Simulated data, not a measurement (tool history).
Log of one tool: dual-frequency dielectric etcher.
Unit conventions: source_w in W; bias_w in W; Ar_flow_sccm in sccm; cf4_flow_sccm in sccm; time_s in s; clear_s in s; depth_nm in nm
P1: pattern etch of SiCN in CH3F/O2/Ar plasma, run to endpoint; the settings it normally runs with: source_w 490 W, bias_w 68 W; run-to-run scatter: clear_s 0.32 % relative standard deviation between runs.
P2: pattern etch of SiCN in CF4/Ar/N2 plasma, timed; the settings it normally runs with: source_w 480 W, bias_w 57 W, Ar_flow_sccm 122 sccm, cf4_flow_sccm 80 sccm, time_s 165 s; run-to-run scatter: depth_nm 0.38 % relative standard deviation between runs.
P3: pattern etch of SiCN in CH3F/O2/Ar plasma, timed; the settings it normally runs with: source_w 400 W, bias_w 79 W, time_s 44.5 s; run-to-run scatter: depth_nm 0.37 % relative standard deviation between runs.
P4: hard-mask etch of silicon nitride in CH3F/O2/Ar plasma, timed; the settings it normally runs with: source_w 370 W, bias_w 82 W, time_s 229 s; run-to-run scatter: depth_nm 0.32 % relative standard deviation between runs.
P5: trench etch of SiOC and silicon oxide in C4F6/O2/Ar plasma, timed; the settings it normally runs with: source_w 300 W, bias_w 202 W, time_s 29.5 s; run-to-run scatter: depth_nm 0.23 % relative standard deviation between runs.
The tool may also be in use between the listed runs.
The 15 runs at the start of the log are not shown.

run	hour	process	source_w	bias_w	Ar_flow_sccm	cf4_flow_sccm	time_s	hours since the last wet clean	hours since the last source power generator calibration	hours since the last bias power generator calibration	clear_s	depth_nm
16	111.7	P1	490	68				446	42.4	2317	23.857	
17	118.3	P2	480	57	79	80	165	452.6	49	2323.6		141.33
18	125.9	P1	490	68				460.2	56.6	2331.2	23.925	
19	130.5	P1	630	68				464.8	61.2	2335.8	21.73	
20	136.8	P1	320	68				471.1	67.5	2342.1	27.942	
21	146.3	P1	490	46				480.6	77	2351.6	27.287	
22	154	P2	680	57	122	80	165	488.3	84.7	2359.3		179.22
23	158.5	P4	270	82			229	492.8	89.2	2363.8		143.94
24	165.3	P5	180	202			29.5	499.6	96	2370.6		41.799
25	169.8	P1	490	95				504.1	100.5	2375.1	21.413	
26	175.3	P2	480	57	122	80	101.5	509.6	106	2380.6		81.167
27	181.8	P4	370	82			329	516.1	112.5	2387.1		233.09
28	190.9	P4	370	104			229	525.2	121.6	2396.2		176.49
29	196.6	P4	370	82			229	530.9	127.3	2401.9		162.63
30	202.4	P4	370	82			229	536.7	133.1	2407.7		160.9

What does the tool deliver on the next run?
31	212.1	P3	400	79			44.5	546.4	142.8	2417.4		?

{"run 31": {"depth_nm": 17.358}}
